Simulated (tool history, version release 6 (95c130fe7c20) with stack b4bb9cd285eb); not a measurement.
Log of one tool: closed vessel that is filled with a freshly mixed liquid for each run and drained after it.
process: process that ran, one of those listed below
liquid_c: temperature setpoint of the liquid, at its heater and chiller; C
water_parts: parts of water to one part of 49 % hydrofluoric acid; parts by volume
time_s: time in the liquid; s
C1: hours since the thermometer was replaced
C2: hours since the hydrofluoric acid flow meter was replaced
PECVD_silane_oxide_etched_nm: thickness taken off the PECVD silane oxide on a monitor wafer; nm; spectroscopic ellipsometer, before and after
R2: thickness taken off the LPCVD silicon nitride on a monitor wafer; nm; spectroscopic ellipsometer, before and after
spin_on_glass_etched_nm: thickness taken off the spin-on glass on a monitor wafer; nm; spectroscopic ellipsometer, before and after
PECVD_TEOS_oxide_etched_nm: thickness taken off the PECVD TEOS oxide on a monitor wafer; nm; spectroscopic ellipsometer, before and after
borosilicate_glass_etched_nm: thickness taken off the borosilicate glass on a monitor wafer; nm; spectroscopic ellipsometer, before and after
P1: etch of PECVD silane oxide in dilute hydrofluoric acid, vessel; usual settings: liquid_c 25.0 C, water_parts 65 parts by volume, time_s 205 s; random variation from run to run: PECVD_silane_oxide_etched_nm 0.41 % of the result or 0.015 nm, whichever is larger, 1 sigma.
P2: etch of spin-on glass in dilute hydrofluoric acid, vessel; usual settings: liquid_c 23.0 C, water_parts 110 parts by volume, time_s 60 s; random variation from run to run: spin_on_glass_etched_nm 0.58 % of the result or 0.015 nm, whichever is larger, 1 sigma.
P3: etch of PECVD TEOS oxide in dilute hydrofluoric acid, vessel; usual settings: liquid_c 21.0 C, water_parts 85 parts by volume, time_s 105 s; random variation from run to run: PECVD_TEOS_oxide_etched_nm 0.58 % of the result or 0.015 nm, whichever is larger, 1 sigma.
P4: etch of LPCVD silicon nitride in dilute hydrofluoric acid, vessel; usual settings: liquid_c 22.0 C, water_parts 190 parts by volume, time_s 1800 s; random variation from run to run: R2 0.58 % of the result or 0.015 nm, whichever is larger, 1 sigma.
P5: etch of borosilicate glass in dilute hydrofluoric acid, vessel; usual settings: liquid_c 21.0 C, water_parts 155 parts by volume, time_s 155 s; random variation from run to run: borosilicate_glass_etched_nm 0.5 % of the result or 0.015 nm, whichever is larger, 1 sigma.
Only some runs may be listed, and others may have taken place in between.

Run 1, hour 14.5: process P1, liquid_c 25.0 C, water_parts 65 parts by volume, time_s 205 s; C1 470.0; C2 573.1. Result: PECVD_silane_oxide_etched_nm 50.7230 nm.
Run 2, hour 23.4: process P1, liquid_c 31.5 C, water_parts 65 parts by volume, time_s 205 s; C1 478.9; C2 582.0. Result: PECVD_silane_oxide_etched_nm 65.3860 nm.
Run 3, hour 34.7: process P4, liquid_c 22.0 C, water_parts 190 parts by volume, time_s 3255 s; C1 490.2; C2 593.3. Result: R2 8.0691 nm.
Run 4, hour 48.2: process P2, liquid_c 23.0 C, water_parts 110 parts by volume, time_s 60 s; C1 503.7; C2 606.8. Result: spin_on_glass_etched_nm 19.296 nm.
Run 5, hour 56.2: process P3, liquid_c 21.0 C, water_parts 20 parts by volume, time_s 105 s; C1 511.7; C2 614.8. Result: PECVD_TEOS_oxide_etched_nm 99.0210 nm.
Run 6, hour 65.0: process P1, liquid_c 25.0 C, water_parts 115 parts by volume, time_s 205 s; C1 520.5; C2 623.6. Result: PECVD_silane_oxide_etched_nm 27.0130 nm.
Run 7, hour 72.9: process P2, liquid_c 31.5 C, water_parts 110 parts by volume, time_s 60 s; C1 528.4; C2 631.5. Result: spin_on_glass_etched_nm 26.789 nm.
Run 8, hour 83.8: process P1, liquid_c 25.0 C, water_parts 65 parts by volume, time_s 205 s; C1 539.3; C2 642.4. Result: PECVD_silane_oxide_etched_nm 50.9760 nm.
Run 9, hour 95.0: process P1, liquid_c 25.0 C, water_parts 30 parts by volume, time_s 205 s; C1 550.5; C2 653.6. Result: PECVD_silane_oxide_etched_nm 115.6700 nm.
Run 10, hour 103.3: process P3, liquid_c 21.0 C, water_parts 85 parts by volume, time_s 30 s; C1 558.8; C2 661.9. Result: PECVD_TEOS_oxide_etched_nm 6.1309 nm.
Run 11, hour 115.0: process P1, liquid_c 25.0 C, water_parts 65 parts by volume, time_s 205 s; C1 570.5; C2 673.6. Result: PECVD_silane_oxide_etched_nm 51.3810 nm.
Run 12, hour 127.3: process P1, liquid_c 25.0 C, water_parts 65 parts by volume, time_s 365 s; C1 582.8; C2 685.9. Result: PECVD_silane_oxide_etched_nm 90.1710 nm.
At hour 127.4: hydrofluoric acid flow meter replaced.
Run 13, hour 139.7: process P3, liquid_c 21.0 C, water_parts 85 parts by volume, time_s 105 s; C1 595.2; C2 12.4. Result: PECVD_TEOS_oxide_etched_nm 21.6320 nm.
Run 14, hour 146.5: process P2, liquid_c 23.0 C, water_parts 110 parts by volume, time_s 60 s; C1 602.0; C2 19.2. Result: spin_on_glass_etched_nm 19.173 nm.
Run 15, hour 155.8: process P1, liquid_c 30.0 C, water_parts 65 parts by volume, time_s 30 s; C1 611.3; C2 28.5. Result: PECVD_silane_oxide_etched_nm 9.0869 nm.
Run 16, hour 163.9: process P1, liquid_c 31.0 C, water_parts 65 parts by volume, time_s 30 s; C1 619.4; C2 36.6. Result: PECVD_silane_oxide_etched_nm 9.4579 nm.
Run 17, hour 177.6: process P1, liquid_c 25.0 C, water_parts 65 parts by volume, time_s 205 s; C1 633.1; C2 50.3. Result: PECVD_silane_oxide_etched_nm 51.0200 nm.
Run 18, hour 185.8: process P4, liquid_c 22.0 C, water_parts 190 parts by volume, time_s 1800 s; C1 641.3; C2 58.5. Result: R2 4.4696 nm.
Run 19, hour 197.0: process P4, liquid_c 22.0 C, water_parts 190 parts by volume, time_s 1800 s; C1 652.5; C2 69.7. Result: R2 4.4814 nm.
Run 20, hour 205.1: process P1, liquid_c 25.0 C, water_parts 65 parts by volume, time_s 205 s; C1 660.6; C2 77.8. Result: PECVD_silane_oxide_etched_nm 50.8660 nm.
Run 21, hour 214.9: process P1, liquid_c 19.5 C, water_parts 65 parts by volume, time_s 205 s; C1 670.4; C2 87.6. Result: PECVD_silane_oxide_etched_nm 40.5470 nm.
Run 22, hour 227.5: process P2, liquid_c 23.0 C, water_parts 30 parts by volume, time_s 60 s; C1 683.0; C2 100.2. Result: spin_on_glass_etched_nm 78.460 nm.
Run 23, hour 239.1: process P4, liquid_c 22.0 C, water_parts 335 parts by volume, time_s 1800 s; C1 694.6; C2 111.8. Result: R2 2.5825 nm.
Run 24, hour 251.9: process P4, liquid_c 17.0 C, water_parts 190 parts by volume, time_s 1800 s; C1 707.4; C2 124.6. Result: R2 3.2595 nm.
Run 25, hour 263.3: process P5, liquid_c 21.0 C, water_parts 35 parts by volume, time_s 155 s; C1 718.8; C2 136.0. Result: borosilicate_glass_etched_nm 129.2300 nm.
Run 26, hour 276.2: process P3, liquid_c 17.0 C, water_parts 85 parts by volume, time_s 105 s; C1 731.7; C2 148.9. Result: PECVD_TEOS_oxide_etched_nm 18.3370 nm.
Run 27, hour 290.4: process P5, liquid_c 21.0 C, water_parts 155 parts by volume, time_s 30 s; C1 745.9; C2 163.1. Result: borosilicate_glass_etched_nm 4.9228 nm.
Run 28, hour 299.8: process P1, liquid_c 25.0 C, water_parts 20 parts by volume, time_s 80 s; C1 755.3; C2 172.5. Result: PECVD_silane_oxide_etched_nm 68.5150 nm.
Run 29, hour 311.2: process P5, liquid_c 26.5 C, water_parts 155 parts by volume, time_s 155 s; C1 766.7; C2 183.9. Result: borosilicate_glass_etched_nm 31.0080 nm.
Run 30, hour 323.3: process P5, liquid_c 21.0 C, water_parts 155 parts by volume, time_s 155 s; C1 778.8; C2 196.0. Result: borosilicate_glass_etched_nm 25.3180 nm.
Run 31, hour 336.1: process P2, liquid_c 23.0 C, water_parts 110 parts by volume, time_s 105 s; C1 791.6; C2 208.8. Result: spin_on_glass_etched_nm 33.685 nm.
Run 32, hour 347.2: process P1, liquid_c 25.0 C, water_parts 65 parts by volume, time_s 205 s; C1 802.7; C2 219.9. Result: PECVD_silane_oxide_etched_nm 50.6330 nm.
Run 33, hour 360.0: process P1, liquid_c 25.0 C, water_parts 65 parts by volume, time_s 30 s; C1 815.5; C2 232.7. Result: PECVD_silane_oxide_etched_nm 7.4487 nm.
Run 34, hour 366.5: process P1, liquid_c 25.0 C, water_parts 65 parts by volume, time_s 205 s; C1 822.0; C2 239.2. Result: PECVD_silane_oxide_etched_nm 50.8480 nm.
Run 35, hour 377.7: process P1, liquid_c 25.0 C, water_parts 65 parts by volume, time_s 205 s; C1 833.2; C2 250.4. Result: PECVD_silane_oxide_etched_nm 52.5790 nm.
Run 36, hour 385.6: process P1, liquid_c 25.0 C, water_parts 65 parts by volume, time_s 205 s; C1 841.1; C2 258.3. Result: PECVD_silane_oxide_etched_nm 53.1740 nm.
Run 37, hour 395.7: process P1, liquid_c 25.0 C, water_parts 65 parts by volume, time_s 205 s; C1 851.2; C2 268.4. Result: PECVD_silane_oxide_etched_nm 54.0490 nm.
Run 38, hour 410.0: process P1, liquid_c 25.0 C, water_parts 65 parts by volume, time_s 205 s; C1 865.5; C2 282.7. Result: PECVD_silane_oxide_etched_nm 54.6900 nm.
Run 39, hour 418.5: process P1, liquid_c 25.0 C, water_parts 65 parts by volume, time_s 205 s; C1 874.0; C2 291.2. Result: PECVD_silane_oxide_etched_nm 55.1050 nm.
Run 40, hour 431.2: process P1, liquid_c 25.0 C, water_parts 65 parts by volume, time_s 205 s; C1 886.7; C2 303.9. Result: PECVD_silane_oxide_etched_nm 54.8690 nm.
Run 41, hour 443.9: process P1, liquid_c 25.0 C, water_parts 65 parts by volume, time_s 205 s; C1 899.4; C2 316.6. Result: PECVD_silane_oxide_etched_nm 55.6220 nm.
Run 42, hour 453.8: process P1, liquid_c 25.0 C, water_parts 65 parts by volume, time_s 205 s; C1 909.3; C2 326.5. Result: PECVD_silane_oxide_etched_nm 55.7450 nm.
Run 43, hour 467.3: process P1, liquid_c 25.0 C, water_parts 65 parts by volume, time_s 205 s; C1 922.8; C2 340.0. Result: PECVD_silane_oxide_etched_nm 55.8230 nm.
Run 44, hour 476.7: process P1, liquid_c 25.0 C, water_parts 65 parts by volume, time_s 205 s; C1 932.2; C2 349.4. Result: PECVD_silane_oxide_etched_nm 55.4820 nm.

The output of P1 has drifted from where it used to be. Each of the 2 causes below, taken at the size shown beside it, accounts for the log equally well:
A: liquid hotter than its thermometer reads (K) = 2.24
B: hydrofluoric acid flow above the setpoint (%) = 8.61
The creep began at about hour 366.5.

4 check runs are offered, one wafer each, their results left as question marks. Which one tells the causes apart?
Run check 1, hour 486.1: process P5, liquid_c 21.0 C, water_parts 45 parts by volume, time_s 45 s. Result: borosilicate_glass_etched_nm ?.
Run check 2, hour 486.1: process P4, liquid_c 22.0 C, water_parts 245 parts by volume, time_s 3000 s. Result: R2 ?.
Run check 3, hour 486.1: process P2, liquid_c 30.5 C, water_parts 110 parts by volume, time_s 105 s. Result: spin_on_glass_etched_nm ?.
Run check 4, hour 486.1: process P3, liquid_c 17.0 C, water_parts 85 parts by volume, time_s 105 s. Result: PECVD_TEOS_oxide_etched_nm ?.

Expected result of each check under each candidate cause:
  check                        result     if A     if B
check 1  borosilicate_glass_etched_nm  31.6900  31.4740
check 2                            R2   6.7014   6.3137
check 3       spin_on_glass_etched_nm   49.039   49.679
check 4    PECVD_TEOS_oxide_etched_nm  19.9770  19.8860
Gap, in per cent, between the two causes that each check separates least, read from the result that separates them most: check 1 0.68 %; check 2 5.96 %; check 3 1.3 %; check 4 0.46 %
Check 2 distinguishes between the causes, while the remaining checks would return nearly the same result for all of them.

Check 2 was carried out, with these results: R2 6.3027 nm. Which of the listed causes is responsible?

The cause is B: hydrofluoric acid flow above the setpoint (%).
